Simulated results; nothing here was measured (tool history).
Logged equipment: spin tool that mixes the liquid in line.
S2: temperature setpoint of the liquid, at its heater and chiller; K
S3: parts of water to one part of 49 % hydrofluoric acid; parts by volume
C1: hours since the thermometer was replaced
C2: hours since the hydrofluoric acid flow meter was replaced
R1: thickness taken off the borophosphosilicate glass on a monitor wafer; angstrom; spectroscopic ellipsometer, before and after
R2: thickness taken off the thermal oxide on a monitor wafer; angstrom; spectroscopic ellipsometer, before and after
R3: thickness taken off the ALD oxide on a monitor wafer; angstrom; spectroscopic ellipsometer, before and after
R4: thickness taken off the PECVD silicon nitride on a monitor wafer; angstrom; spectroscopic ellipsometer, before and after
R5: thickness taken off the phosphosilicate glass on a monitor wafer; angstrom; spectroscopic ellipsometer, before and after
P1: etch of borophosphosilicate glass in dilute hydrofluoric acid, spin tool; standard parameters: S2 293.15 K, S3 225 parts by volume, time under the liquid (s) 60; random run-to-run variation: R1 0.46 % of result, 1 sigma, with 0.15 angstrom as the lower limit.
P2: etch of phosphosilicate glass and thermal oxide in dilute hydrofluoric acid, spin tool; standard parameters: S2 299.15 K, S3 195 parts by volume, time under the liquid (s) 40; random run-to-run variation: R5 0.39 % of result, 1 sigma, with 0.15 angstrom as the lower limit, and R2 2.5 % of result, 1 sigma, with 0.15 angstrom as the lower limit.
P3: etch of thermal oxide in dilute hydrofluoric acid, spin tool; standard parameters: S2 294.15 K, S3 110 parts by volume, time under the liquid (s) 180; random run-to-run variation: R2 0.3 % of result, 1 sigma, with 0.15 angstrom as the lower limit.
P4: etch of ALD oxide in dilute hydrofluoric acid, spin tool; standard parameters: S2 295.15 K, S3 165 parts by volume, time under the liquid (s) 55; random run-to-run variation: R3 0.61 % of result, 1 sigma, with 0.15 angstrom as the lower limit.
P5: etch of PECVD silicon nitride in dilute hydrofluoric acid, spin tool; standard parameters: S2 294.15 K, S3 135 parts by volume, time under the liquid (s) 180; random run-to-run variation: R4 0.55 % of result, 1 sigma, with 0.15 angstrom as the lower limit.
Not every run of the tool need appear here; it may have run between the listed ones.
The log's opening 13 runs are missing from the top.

run 14 hour=139.4 | process_that_ran=P4 S2=295.15 S3=50 time_under_the_liquid_(s)=55 | C1=247.6 C2=1126.5 | R3=158.13
run 15 hour=148.6 | process_that_ran=P2 S2=299.15 S3=195 time_under_the_liquid_(s)=40 | C1=256.8 C2=1135.7 | R2=9.0572 R5=115.34
run 16 hour=159.5 | process_that_ran=P5 S2=290.15 S3=135 time_under_the_liquid_(s)=180 | C1=267.7 C2=1146.6 | R4=34.472
run 17 hour=164.7 | process_that_ran=P1 S2=293.15 S3=225 time_under_the_liquid_(s)=15 | C1=272.9 C2=1151.8 | R1=19.412
run 18 hour=171.3 | process_that_ran=P1 S2=293.15 S3=345 time_under_the_liquid_(s)=25 | C1=279.5 C2=1158.4 | R1=19.045
run 19 hour=178.5 | process_that_ran=P3 S2=294.15 S3=190 time_under_the_liquid_(s)=180 | C1=286.7 C2=1165.6 | R2=36.236
run 20 hour=187.3 | process_that_ran=P2 S2=299.15 S3=195 time_under_the_liquid_(s)=40 | C1=295.5 C2=1174.4 | R2=8.7262 R5=116.06
run 21 hour=196.8 | process_that_ran=P4 S2=295.15 S3=165 time_under_the_liquid_(s)=55 | C1=305 C2=1183.9 | R3=41.796
run 22 hour=202.8 | process_that_ran=P1 S2=293.15 S3=345 time_under_the_liquid_(s)=60 | C1=311 C2=1189.9 | R1=45.889

What does the tool deliver on the next run?
run 23 hour=209.1 | process_that_ran=P3 S2=294.15 S3=110 time_under_the_liquid_(s)=180 | C1=317.3 C2=1196.2 | R2=?

{"run 23": {"R2": 67.995}}

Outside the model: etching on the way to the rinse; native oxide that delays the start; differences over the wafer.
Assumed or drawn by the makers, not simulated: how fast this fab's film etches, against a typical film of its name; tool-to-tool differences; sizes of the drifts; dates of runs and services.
